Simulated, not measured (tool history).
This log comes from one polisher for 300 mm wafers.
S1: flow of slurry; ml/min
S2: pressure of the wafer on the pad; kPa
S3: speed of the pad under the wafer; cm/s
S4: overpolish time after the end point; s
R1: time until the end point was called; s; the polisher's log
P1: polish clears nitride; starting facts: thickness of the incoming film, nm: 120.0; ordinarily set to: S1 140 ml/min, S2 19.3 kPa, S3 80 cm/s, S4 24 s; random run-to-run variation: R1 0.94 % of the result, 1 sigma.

run   hour   S1    S2   S3  S4      R1
  1    5.7  140  19.3   80  24  178.41
  2   12.4  140  19.3  120  24  120.56
  3   22.3  175  19.3  124  24  111.19
  4   29.8  140  19.3   80  24  177.64
  5   41.8  140  19.3   80  46   176.3
  6   48.6  140  19.3   80  24  177.66
      50.3  -- slurry nozzle cleaned
  7   57.7   85  19.3   80  24  197.42
  8   65.9  140  19.3   80   9   181.4
  9   78.5  140  19.3   80  24  177.47
 10   84.2  140    31   80  24   111.7
 11   93.7  220  19.3   80  24  168.52
 12   99.5  140  19.3   58  24  245.74
 13  109.5  140     9   80  24  381.29
 14  119.8  140  19.3   80  24  180.06
 15    129  140  19.3   80  24  184.14
 16    135  140  19.3   80  24  183.54
 17  141.6  140  19.3   80  24  188.16
 18  149.9  140  19.3   80  24  188.35
     150.5  -- head pressure recalibrated
 19  157.1  140  19.3   80  24   190.2
 20  165.9  140  19.3   80  24  191.84
 21  175.4  140  19.3   80  24  191.89
 22  183.9  140  19.3   80  24  191.34
 23  190.4  140  19.3   80  24  193.17

Something has made what P1 gives creep away from where it was; the 2 causes below, each at its own stated size, fit the log equally well:
A: removal rate lost through wear of the pad, % = 7.22
B: slurry flow missing at the pad, % = 29.3
Onset of the creep was near hour 119.8.
What rules out each remaining cause:
head's pressure below its setpoint, %: was serviced at hour 150.5, once the creep was under way, yet the earlier output never came back

Of the 4 check runs below, each run on 5 wafers with the results averaged and each result still a question mark, which one would tell the listed causes apart?
check 1  196.9   90  19.3   80  24   ?
check 2  196.9  140  19.3   80  44   ?
check 3  196.9  140  19.3   98  24   ?
check 4  196.9  140  19.3  116  12   ?

Check results expected under each cause:
  check  result    if A    if B
check 1      R1  213.23  220.92
check 2      R1  192.91  192.95
check 3      R1  157.48  157.51
check 4      R1  133.04  133.07
Smallest distance between any two causes, each pair judged by its most separating result, in per cent: check 1 3.54 %; check 2 0.02 %; check 3 0.02 %; check 4 0.02 %
Check 1 tells the causes apart: in the others they would give nearly the same result.

After running check 1, the following was obtained: R1 219.57 s. Which cause does this point to?

The correct cause is B, namely: slurry flow missing at the pad, %.
